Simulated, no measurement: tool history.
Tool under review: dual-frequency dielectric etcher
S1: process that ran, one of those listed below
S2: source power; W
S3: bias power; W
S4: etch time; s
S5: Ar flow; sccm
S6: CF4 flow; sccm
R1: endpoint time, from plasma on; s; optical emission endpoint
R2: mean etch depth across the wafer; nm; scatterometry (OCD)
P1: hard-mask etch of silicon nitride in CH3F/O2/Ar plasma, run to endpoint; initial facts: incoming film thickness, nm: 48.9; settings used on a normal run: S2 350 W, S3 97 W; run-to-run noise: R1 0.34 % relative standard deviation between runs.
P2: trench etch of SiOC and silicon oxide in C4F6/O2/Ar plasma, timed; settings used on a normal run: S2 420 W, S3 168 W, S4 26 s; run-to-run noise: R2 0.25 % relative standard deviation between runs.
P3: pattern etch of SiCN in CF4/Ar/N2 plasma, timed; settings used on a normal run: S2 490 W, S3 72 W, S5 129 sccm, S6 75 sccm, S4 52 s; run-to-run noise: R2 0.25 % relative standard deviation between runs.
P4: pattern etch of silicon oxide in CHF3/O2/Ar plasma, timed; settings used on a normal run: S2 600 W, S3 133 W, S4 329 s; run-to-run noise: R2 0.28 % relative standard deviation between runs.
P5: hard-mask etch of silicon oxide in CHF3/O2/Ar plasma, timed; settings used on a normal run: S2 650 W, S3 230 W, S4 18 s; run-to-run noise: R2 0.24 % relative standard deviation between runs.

run   hour  S1   S2   S3    S4   S5  S6      R1      R2
  1    6.2  P1  350   97                 67.161
  2     16  P5  650  230    18                   39.311
  3   21.9  P4  600  133   464                   858.84
  4   27.1  P5  480  230    18                   35.091
  5   33.5  P1  230   73                 87.004
  6   38.4  P4  600  133   329                   608.19
  7   44.2  P1  420   97                 62.701
  8   51.4  P2  420  211    26                   53.735
      51.8  -- source power generator calibrated
  9     58  P1  350   97                 67.079
 10   64.8  P3  490   72    52  129  52          42.251
 11   72.9  P5  650  230  22.5                   49.307
 12   79.8  P2  530  168    26                   54.803
 13   87.1  P3  310   72    52  129  75          30.074
 14   91.8  P4  770  133   329                    672.2
 15   97.2  P3  490   72    75  129  75          64.738
 16    107  P1  350  130                 60.366
 17  114.1  P5  650  178    18                   36.083
 18  120.8  P2  420  168    37                    70.83
 19  128.6  P3  490   72    52  104  75          46.503
 20  137.6  P4  600  102   329                   563.12
 21  145.4  P1  350   97                 67.476
 22  154.7  P2  420  168    26                   49.994
 23  160.4  P1  350   74                 74.238
 24  169.5  P3  490   72    52  129  75          44.919
 25  177.4  P1  220   97                 79.873
 26  183.8  P1  350   97                 67.211
 27  192.4  P3  490   46    52  129  75          38.466
 28  197.7  P2  420  168    26                   49.912
 29  203.9  P1  350   97                 67.552
 30  210.5  P1  350   97                 67.219
 31  217.9  P1  350   97                 66.827
 32  222.4  P1  350   97                 66.342
       227  -- wet clean of the chamber
 33  227.6  P1  350   97                 66.181
 34  237.1  P1  350   97                 66.196
 35  246.5  P1  350   97                 66.384
 36  256.3  P1  350   97                 66.269

P1 no longer gives what it gave before; its output has crept away from where it was. The following 2 causes, each at its listed size, fit the log equally well:
A: source power that arrives over what is set, % = 4.74
B: bias power that arrives over what is set, % = 4.77
Onset of the creep was near hour 203.9.
What rules out each remaining cause:
chamber walls in a state that raises the etch rate, %: maintenance at hour 227, after the shift began, did not return the process to its former output

Below are 4 check runs, each on a single wafer, with their results shown as question marks. Which of them would tell the listed causes apart, meaning the causes would give clearly different results under it?
check 1  266.1  P2  420  168   26                ?
check 2  266.1  P3  490   72   52  129  75       ?
check 3  266.1  P4  600  133  329                ?
check 4  266.1  P5  650  230   18                ?

Outcome of each check run for each possible cause:
  check  result    if A    if B
check 1      R2    50.9  50.718
check 2      R2  46.783  45.676
check 3      R2  619.53  617.49
check 4      R2  40.092  40.048
Minimum pairwise separation of causes per check, each pair taken at its best-separating result: check 1 0.36 %; check 2 2.4 %; check 3 0.33 %; check 4 0.11 %
Check 2 tells the causes apart: in the others they would give nearly the same result.

After running check 2, the following was obtained: R2 45.859 nm. Which cause does this point to?

The correct cause is B, namely: bias power that arrives over what is set, %.

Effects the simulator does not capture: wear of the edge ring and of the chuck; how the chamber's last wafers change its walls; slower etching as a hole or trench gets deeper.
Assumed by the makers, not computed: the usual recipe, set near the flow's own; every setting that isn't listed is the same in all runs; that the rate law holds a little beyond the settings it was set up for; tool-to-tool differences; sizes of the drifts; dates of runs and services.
